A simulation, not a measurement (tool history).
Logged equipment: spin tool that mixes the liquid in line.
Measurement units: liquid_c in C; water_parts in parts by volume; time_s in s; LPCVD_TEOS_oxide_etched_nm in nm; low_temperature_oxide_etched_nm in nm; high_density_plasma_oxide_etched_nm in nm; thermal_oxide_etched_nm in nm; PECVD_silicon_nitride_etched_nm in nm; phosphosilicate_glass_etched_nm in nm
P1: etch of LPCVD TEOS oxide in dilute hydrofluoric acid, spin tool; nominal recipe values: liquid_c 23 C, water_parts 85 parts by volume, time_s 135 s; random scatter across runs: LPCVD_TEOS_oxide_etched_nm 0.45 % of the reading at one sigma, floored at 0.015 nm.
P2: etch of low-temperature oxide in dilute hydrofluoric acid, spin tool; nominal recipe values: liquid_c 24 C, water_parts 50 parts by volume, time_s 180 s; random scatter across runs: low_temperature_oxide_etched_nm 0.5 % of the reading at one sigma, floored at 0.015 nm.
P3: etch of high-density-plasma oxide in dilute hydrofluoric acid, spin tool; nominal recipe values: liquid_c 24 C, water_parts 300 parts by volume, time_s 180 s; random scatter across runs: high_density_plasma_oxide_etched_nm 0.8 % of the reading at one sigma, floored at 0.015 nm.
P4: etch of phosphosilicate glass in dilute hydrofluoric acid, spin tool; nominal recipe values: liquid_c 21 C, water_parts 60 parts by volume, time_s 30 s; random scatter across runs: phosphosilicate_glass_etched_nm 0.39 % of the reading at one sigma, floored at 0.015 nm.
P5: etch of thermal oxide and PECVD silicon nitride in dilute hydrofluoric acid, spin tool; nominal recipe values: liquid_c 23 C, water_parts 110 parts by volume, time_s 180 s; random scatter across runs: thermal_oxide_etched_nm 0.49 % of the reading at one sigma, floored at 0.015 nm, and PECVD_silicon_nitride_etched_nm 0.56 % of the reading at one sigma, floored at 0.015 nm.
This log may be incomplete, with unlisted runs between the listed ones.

| run | hour | process | liquid_c | water_parts | time_s | hours since the thermometer was replaced | hours since the hydrofluoric acid flow meter was replaced | LPCVD_TEOS_oxide_etched_nm | low_temperature_oxide_etched_nm | high_density_plasma_oxide_etched_nm | thermal_oxide_etched_nm | PECVD_silicon_nitride_etched_nm | phosphosilicate_glass_etched_nm |
|---|---|---|---|---|---|---|---|---|---|---|---|---|---|
| 1 | 11.3 | P1 | 23 | 85 | 135 | 756.8 | 926.1 | 29.619 |  |  |  |  |  |
| 2 | 16.7 | P1 | 23 | 85 | 50 | 762.2 | 931.5 | 10.928 |  |  |  |  |  |
| 3 | 27.7 | P1 | 23 | 35 | 135 | 773.2 | 942.5 | 76.818 |  |  |  |  |  |
| 4 | 34.6 | P1 | 23 | 130 | 55 | 780.1 | 949.4 | 7.4828 |  |  |  |  |  |
| 5 | 43.8 | P2 | 24 | 50 | 330 | 789.3 | 958.6 |  | 75.633 |  |  |  |  |
| 6 | 51.1 | P2 | 24 | 70 | 180 | 796.6 | 965.9 |  | 28.906 |  |  |  |  |
| 7 | 61.6 | P3 | 24 | 300 | 180 | 807.1 | 976.4 |  |  | 3.0201 |  |  |  |
| 8 | 69.3 | P5 | 23 | 110 | 280 | 814.8 | 984.1 |  |  |  | 11.678 | 8.3145 |  |
| 9 | 74.6 | P4 | 21 | 60 | 30 | 820.1 | 989.4 |  |  |  |  |  | 59.024 |
| 10 | 83.3 | P1 | 23 | 85 | 220 | 828.8 | 998.1 | 48.586 |  |  |  |  |  |
| 11 | 92.3 | P3 | 24 | 300 | 270 | 837.8 | 1007.1 |  |  | 4.4149 |  |  |  |
| 12 | 101.1 | P1 | 28 | 85 | 65 | 846.6 | 1015.9 | 17.438 |  |  |  |  |  |
| 13 | 111.3 | P1 | 23 | 85 | 135 | 856.8 | 1026.1 | 29.651 |  |  |  |  |  |
| 14 | 119 | P4 | 21 | 60 | 15 | 864.5 | 1033.8 |  |  |  |  |  | 29.694 |
| 15 | 125.9 | P2 | 24 | 50 | 180 | 871.4 | 1040.7 |  | 41.659 |  |  |  |  |
| 16 | 136.8 | P1 | 28.5 | 85 | 135 | 882.3 | 1051.6 | 37.034 |  |  |  |  |  |
| 17 | 141.8 | P3 | 24 | 65 | 180 | 887.3 | 1056.6 |  |  | 18.048 |  |  |  |
| 18 | 148.3 | P1 | 17 | 85 | 135 | 893.8 | 1063.1 | 23.314 |  |  |  |  |  |
| 19 | 154.4 | P1 | 23 | 85 | 135 | 899.9 | 1069.2 | 29.805 |  |  |  |  |  |
| 20 | 161 | P4 | 21 | 25 | 30 | 906.5 | 1075.8 |  |  |  |  |  | 149.31 |
| 21 | 170.6 | P2 | 32.5 | 50 | 180 | 916.1 | 1085.4 |  | 58.609 |  |  |  |  |
| 22 | 181.1 | P4 | 27.5 | 60 | 30 | 926.6 | 1095.9 |  |  |  |  |  | 77.178 |
| 23 | 192.2 | P5 | 23 | 110 | 180 | 937.7 | 1107 |  |  |  | 7.4294 | 5.3437 |  |
| 24 | 203.3 | P1 | 23 | 85 | 135 | 948.8 | 1118.1 | 29.958 |  |  |  |  |  |
| 25 | 210.4 | P5 | 23 | 150 | 180 | 955.9 | 1125.2 |  |  |  | 5.2917 | 3.9337 |  |
| 26 | 217.4 | P4 | 21 | 60 | 30 | 962.9 | 1132.2 |  |  |  |  |  | 59.463 |
| 27 | 227.5 | P1 | 23 | 135 | 135 | 973 | 1142.3 | 17.743 |  |  |  |  |  |
| 28 | 237.8 | P3 | 17 | 300 | 180 | 983.3 | 1152.6 |  |  | 2.3116 |  |  |  |
| 29 | 246.6 | P5 | 31.5 | 110 | 180 | 992.1 | 1161.4 |  |  |  | 10.469 | 9.2014 |  |
| 30 | 253.2 | P1 | 23 | 85 | 135 | 998.7 | 1168 | 29.838 |  |  |  |  |  |
| 31 | 258.2 | P1 | 23 | 85 | 135 | 1003.7 | 1173 | 30.016 |  |  |  |  |  |
| 32 | 267.1 | P1 | 23 | 85 | 135 | 1012.6 | 1181.9 | 30.605 |  |  |  |  |  |
| 33 | 277.4 | P1 | 23 | 85 | 135 | 1022.9 | 1192.2 | 31.178 |  |  |  |  |  |
| 34 | 287 | P1 | 23 | 85 | 135 | 1032.5 | 1201.8 | 31.396 |  |  |  |  |  |
| 35 | 296.3 | P1 | 23 | 85 | 135 | 1041.8 | 1211.1 | 31.376 |  |  |  |  |  |
| 36 | 307.5 | P1 | 23 | 85 | 135 | 1053 | 1222.3 | 31.345 |  |  |  |  |  |
| 37 | 315.2 | P1 | 23 | 85 | 135 | 1060.7 | 1230 | 31.652 |  |  |  |  |  |
| 38 | 326 | P1 | 23 | 85 | 135 | 1071.5 | 1240.8 | 31.647 |  |  |  |  |  |
| 39 | 331.4 | P1 | 23 | 85 | 135 | 1076.9 | 1246.2 | 31.565 |  |  |  |  |  |
| 40 | 336.7 | P1 | 23 | 85 | 135 | 1082.2 | 1251.5 | 31.88 |  |  |  |  |  |

Compared with where it was, what P1 gives has crept away. Each cause listed below fits the log as well as the rest, at the size given for it:
A: hydrofluoric acid flow above the setpoint (%) = 5.93
B: liquid hotter than its thermometer reads (K) = 1.58
Creep in the process output first set in at about hour 253.2.

Consider the 4 single-wafer check runs listed below, results given as question marks: which one distinguishes between the causes by giving clearly different results for each?
| check 1 | 342 | P2 | 24 | 50 | 270 |  |  |  | ? |  |  |  |  |
| check 2 | 342 | P3 | 18 | 200 | 180 |  |  |  |  | ? |  |  |  |
| check 3 | 342 | P4 | 24.5 | 35 | 30 |  |  |  |  |  |  |  | ? |
| check 4 | 342 | P5 | 27.5 | 110 | 180 |  |  |  |  |  | ? | ? |  |

What each check would give under each cause:
| check | result | if A | if B |
|---|---|---|---|
| check 1 | low_temperature_oxide_etched_nm | 66.2 | 66.416 |
| check 2 | high_density_plasma_oxide_etched_nm | 4.2236 | 4.1968 |
| check 3 | phosphosilicate_glass_etched_nm | 128.78 | 129.41 |
| check 4 | thermal_oxide_etched_nm | 9.5546 | 9.4968 |
| check 4 | PECVD_silicon_nitride_etched_nm | 7.595 | 7.9246 |
Per check, the gap between the least separated pair of causes, taken in the result that splits them most: check 1 0.33 %; check 2 0.64 %; check 3 0.49 %; check 4 4.25 %
The other checks would show nearly matching results whichever cause is true, so check 4 is the only one that separates the causes.

Check 4 has now been run. It gave: thermal_oxide_etched_nm 9.5179 nm; PECVD_silicon_nitride_etched_nm 7.8714 nm. Which of the candidate causes is it?

Of the candidate causes, it is B: liquid hotter than its thermometer reads (K).

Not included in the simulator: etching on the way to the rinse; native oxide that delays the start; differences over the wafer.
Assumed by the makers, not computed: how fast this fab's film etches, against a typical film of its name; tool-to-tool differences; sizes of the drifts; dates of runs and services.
